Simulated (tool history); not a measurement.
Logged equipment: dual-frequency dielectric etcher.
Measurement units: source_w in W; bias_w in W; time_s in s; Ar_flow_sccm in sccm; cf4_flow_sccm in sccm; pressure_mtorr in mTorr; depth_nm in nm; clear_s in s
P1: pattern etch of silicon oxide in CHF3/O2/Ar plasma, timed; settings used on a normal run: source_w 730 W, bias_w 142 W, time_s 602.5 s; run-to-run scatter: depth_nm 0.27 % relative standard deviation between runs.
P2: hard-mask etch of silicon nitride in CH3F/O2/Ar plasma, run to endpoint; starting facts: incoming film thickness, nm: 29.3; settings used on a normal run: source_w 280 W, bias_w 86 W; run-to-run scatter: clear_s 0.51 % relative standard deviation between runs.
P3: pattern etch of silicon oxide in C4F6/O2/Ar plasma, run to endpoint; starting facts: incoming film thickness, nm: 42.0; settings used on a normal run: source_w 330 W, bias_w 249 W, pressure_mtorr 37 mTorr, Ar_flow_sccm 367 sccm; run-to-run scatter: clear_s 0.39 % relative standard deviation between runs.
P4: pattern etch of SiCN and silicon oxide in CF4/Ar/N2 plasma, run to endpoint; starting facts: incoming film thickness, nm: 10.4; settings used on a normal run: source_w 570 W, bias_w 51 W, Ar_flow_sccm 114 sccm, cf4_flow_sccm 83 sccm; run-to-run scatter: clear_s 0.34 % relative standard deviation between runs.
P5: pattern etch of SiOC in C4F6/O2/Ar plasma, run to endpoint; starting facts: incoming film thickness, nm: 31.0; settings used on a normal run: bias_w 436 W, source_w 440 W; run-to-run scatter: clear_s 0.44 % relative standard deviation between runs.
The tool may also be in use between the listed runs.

run,day,process,source_w,bias_w,time_s,Ar_flow_sccm,cf4_flow_sccm,pressure_mtorr,depth_nm,clear_s
1,0.233,P1,730,142,602.5,,,,1150.2,
2,0.425,P1,730,142,602.5,,,,1152.2,
3,0.583,P1,730,202,602.5,,,,1290.3,
4,0.754,P2,280,111,,,,,,41.299
5,0.967,P5,440,347,,,,,,11.382
6,1.275,P2,280,86,,,,,,45.382
7,1.55,P4,570,51,,114,83,,,10.883
8,1.733,P2,380,86,,,,,,40.562
9,1.892,P3,330,249,,367,,37,,13.534
10,2.225,P4,570,51,,140,83,,,11.284
11,2.371,P1,520,142,384.5,,,,639.47,
12,2.688,P4,570,51,,114,67,,,11.374
13,2.967,P3,330,346,,367,,37,,12.172
14,3.233,P3,330,249,,367,,30.5,,13.348
15,3.558,P1,960,142,602.5,,,,1274.4,
# day 3.579: wet clean of the chamber
16,3.721,P1,730,142,824.5,,,,1564.2,
17,3.888,P1,730,142,405.5,,,,775.53,
18,4.154,P4,570,30,,114,83,,,12.643
19,4.471,P5,270,436,,,,,,12.681
20,4.746,P2,280,86,,,,,,45.071
21,4.912,P5,440,436,,,,,,10.583
22,5.112,P1,730,142,602.5,,,,1149.1,
23,5.371,P3,390,249,,367,,37,,12.829
24,5.554,P1,440,142,602.5,,,,946.34,
25,5.846,P4,780,51,,114,83,,,8.1931
26,6.158,P1,730,142,602.5,,,,1143.7,
27,6.392,P5,440,436,,,,,,10.521
28,6.671,P1,730,95,602.5,,,,1018,
29,6.983,P3,330,249,,252,,37,,13.108
30,7.217,P1,730,142,602.5,,,,1149,
31,7.429,P1,730,142,602.5,,,,1144.3,
32,7.688,P1,730,142,602.5,,,,1141.5,
33,7.983,P1,730,142,602.5,,,,1137.2,
# day 8.217: wet clean of the chamber
34,8.238,P1,730,142,602.5,,,,1135.6,
35,8.521,P1,730,142,602.5,,,,1131.4,
36,8.721,P1,730,142,602.5,,,,1132.3,
37,8.917,P1,730,142,602.5,,,,1132.1,
38,9.217,P1,730,142,602.5,,,,1136.5,
39,9.454,P1,730,142,602.5,,,,1136.9,
40,9.667,P1,730,142,602.5,,,,1127.9,
41,9.821,P1,730,142,602.5,,,,1129,

Compared with where it was, what P1 gives has crept away. Each cause listed below fits the log as well as the rest, at the size given for it:
A: bias power that arrives under what is set, % = 4.27
B: source power that arrives under what is set, % = 3.45
The process output started creeping at around day 7.217.
Why every other cause is out:
chamber walls in a state that lowers the etch rate, %: serviced after onset, at day 8.217, with no recovery of the prior output

The 4 check runs listed below each average the results of 2 wafers, and their outcomes are marked with question marks. Under which run would the listed causes produce clearly different results?
check 1,9.975,P2,350,100,,,,,,?
check 2,9.975,P3,380,293,,367,,37,,?
check 3,9.975,P5,280,436,,,,,,?
check 4,9.975,P4,760,31,,114,83,,,?

How each check would come out, cause by cause:
check,result,if A,if B
check 1,clear_s,40.095,39.973
check 2,clear_s,12.407,12.384
check 3,clear_s,12.677,12.636
check 4,clear_s,9.759,9.9681
Separation of the two closest causes in each check, using whichever result separates them best: check 1 0.31 %; check 2 0.19 %; check 3 0.33 %; check 4 2.12 %
The causes can be told apart only by check 4. The other checks would give nearly the same results under each of them.

With check 4 done, the readings were: clear_s 9.7337 s. Identify which of the listed causes applies.

The cause is A: bias power that arrives under what is set, %.
